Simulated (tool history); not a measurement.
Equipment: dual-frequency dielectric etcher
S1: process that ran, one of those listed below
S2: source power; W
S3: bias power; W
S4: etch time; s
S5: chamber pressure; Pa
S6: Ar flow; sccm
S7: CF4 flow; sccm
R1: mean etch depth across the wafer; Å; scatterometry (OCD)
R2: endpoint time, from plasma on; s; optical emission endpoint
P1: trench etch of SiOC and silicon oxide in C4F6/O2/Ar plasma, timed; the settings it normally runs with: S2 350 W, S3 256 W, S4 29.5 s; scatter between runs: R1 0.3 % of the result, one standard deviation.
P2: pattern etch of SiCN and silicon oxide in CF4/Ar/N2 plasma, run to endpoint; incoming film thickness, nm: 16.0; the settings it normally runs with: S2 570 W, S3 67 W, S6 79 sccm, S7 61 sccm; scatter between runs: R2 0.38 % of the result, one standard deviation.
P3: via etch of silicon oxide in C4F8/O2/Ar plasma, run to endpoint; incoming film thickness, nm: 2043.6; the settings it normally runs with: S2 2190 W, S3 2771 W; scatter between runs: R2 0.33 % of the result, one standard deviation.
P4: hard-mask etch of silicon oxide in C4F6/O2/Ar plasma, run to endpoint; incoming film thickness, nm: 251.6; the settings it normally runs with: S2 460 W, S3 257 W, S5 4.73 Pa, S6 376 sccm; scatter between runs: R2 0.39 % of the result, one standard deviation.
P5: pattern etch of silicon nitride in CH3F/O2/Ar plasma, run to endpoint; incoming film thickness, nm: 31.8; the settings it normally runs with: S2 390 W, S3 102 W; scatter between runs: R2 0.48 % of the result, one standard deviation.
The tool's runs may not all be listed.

run 1 day=0.675 | S1=P1 S2=350 S3=256 S4=29.5 | R1=626.72
run 2 day=1.279 | S1=P4 S2=460 S3=257 S5=3.47 S6=376 | R2=67.491
run 3 day=1.921 | S1=P5 S2=390 S3=102 | R2=41.061
run 4 day=2.288 | S1=P1 S2=350 S3=256 S4=29.5 | R1=630.05
run 5 day=2.879 | S1=P3 S2=2590 S3=2771 | R2=333.67
run 6 day=3.438 | S1=P1 S2=350 S3=256 S4=29.5 | R1=628.29
run 7 day=4.167 | S1=P5 S2=270 S3=102 | R2=47.421
run 8 day=4.846 | S1=P1 S2=350 S3=256 S4=29.5 | R1=627.31
run 9 day=5.354 | S1=P2 S2=680 S3=67 S6=79 S7=61 | R2=13.317
run 10 day=6.046 | S1=P1 S2=350 S3=312 S4=42 | R1=967.91
run 11 day=6.375 | S1=P4 S2=460 S3=257 S5=4.73 S6=247 | R2=66.618
run 12 day=6.875 | S1=P1 S2=420 S3=256 S4=29.5 | R1=675.47
run 13 day=7.312 | S1=P1 S2=350 S3=256 S4=16 | R1=340.82
run 14 day=7.962 | S1=P1 S2=350 S3=342 S4=29.5 | R1=699.01
run 15 day=8.625 | S1=P4 S2=460 S3=257 S5=4.73 S6=376 | R2=69.895
run 16 day=9.004 | S1=P4 S2=460 S3=204 S5=4.73 S6=376 | R2=75.665
run 17 day=9.521 | S1=P4 S2=260 S3=257 S5=4.73 S6=376 | R2=86.934
run 18 day=10.262 | S1=P1 S2=350 S3=160 S4=29.5 | R1=538.56
run 19 day=10.954 | S1=P1 S2=350 S3=256 S4=29.5 | R1=628.06
run 20 day=11.671 | S1=P2 S2=570 S3=67 S6=79 S7=61 | R2=15.511
run 21 day=12.292 | S1=P5 S2=390 S3=143 | R2=36.144
run 22 day=12.9 | S1=P2 S2=570 S3=91 S6=79 S7=61 | R2=14.035
run 23 day=13.342 | S1=P1 S2=210 S3=256 S4=29.5 | R1=517.63
run 24 day=13.879 | S1=P1 S2=350 S3=256 S4=43.5 | R1=930.57
run 25 day=14.488 | S1=P3 S2=2190 S3=2771 | R2=354.09
run 26 day=15.229 | S1=P2 S2=570 S3=67 S6=79 S7=61 | R2=15.449
run 27 day=15.729 | S1=P1 S2=450 S3=256 S4=19 | R1=445.19
run 28 day=16.138 | S1=P2 S2=570 S3=67 S6=79 S7=84 | R2=14.782
run 29 day=16.583 | S1=P3 S2=2190 S3=3659 | R2=324.4
run 30 day=17.038 | S1=P3 S2=2190 S3=2771 | R2=354.61
run 31 day=17.675 | S1=P2 S2=570 S3=67 S6=97 S7=61 | R2=15.963
run 32 day=18.204 | S1=P1 S2=350 S3=256 S4=29.5 | R1=625.64
run 33 day=18.925 | S1=P1 S2=350 S3=256 S4=29.5 | R1=625.24
run 34 day=19.458 | S1=P1 S2=350 S3=256 S4=29.5 | R1=619.09
-- day=19.967 wet clean of the chamber
run 35 day=20.033 | S1=P1 S2=350 S3=256 S4=29.5 | R1=618.65
run 36 day=20.442 | S1=P1 S2=350 S3=256 S4=29.5 | R1=621.8
run 37 day=21.088 | S1=P1 S2=350 S3=256 S4=29.5 | R1=619.72
run 38 day=21.771 | S1=P1 S2=350 S3=256 S4=29.5 | R1=618.12
run 39 day=22.104 | S1=P1 S2=350 S3=256 S4=29.5 | R1=618.84

P1 no longer gives what it gave before; its output has crept away from where it was. The following 2 causes, each at its listed size, fit the log equally well:
A: source power that arrives under what is set, % = 3.91
B: bias power that arrives under what is set, % = 4.35
Creep in the process output first set in at about day 18.204.
The rest of the possible causes, and what rules out each one:
chamber walls in a state that lowers the etch rate, %: serviced at day 19.967, after the drift had started, without restoring the earlier output

You are offered 4 check runs, listed below with question marks in place of their results; each one averages 2 wafers. Which run separates the listed causes by giving clearly different results for each?
run check 1 day=22.438 | S1=P2 S2=570 S3=67 S6=94 S7=81 | R2=?
run check 2 day=22.438 | S1=P4 S2=280 S3=257 S5=4.73 S6=376 | R2=?
run check 3 day=22.438 | S1=P5 S2=290 S3=134 | R2=?
run check 4 day=22.438 | S1=P3 S2=2190 S3=3282 | R2=?

What every check run would give for each of its results, assuming each possible cause in turn:
check=check_1 result=R2 if_A=15.805 if_B=15.469
check=check_2 result=R2 if_A=85.731 if_B=85.754
check=check_3 result=R2 if_A=42.029 if_B=42.149
check=check_4 result=R2 if_A=341.41 if_B=340.87
Per check, the gap between the least separated pair of causes, taken in the result that splits them most: check 1 2.15 %; check 2 0.03 %; check 3 0.29 %; check 4 0.16 %
Check 1 distinguishes between the causes, while the remaining checks would return nearly the same result for all of them.

After running check 1, the following was obtained: R2 15.467 s. Which cause does this point to?

Of the candidate causes, it is B: bias power that arrives under what is set, %.

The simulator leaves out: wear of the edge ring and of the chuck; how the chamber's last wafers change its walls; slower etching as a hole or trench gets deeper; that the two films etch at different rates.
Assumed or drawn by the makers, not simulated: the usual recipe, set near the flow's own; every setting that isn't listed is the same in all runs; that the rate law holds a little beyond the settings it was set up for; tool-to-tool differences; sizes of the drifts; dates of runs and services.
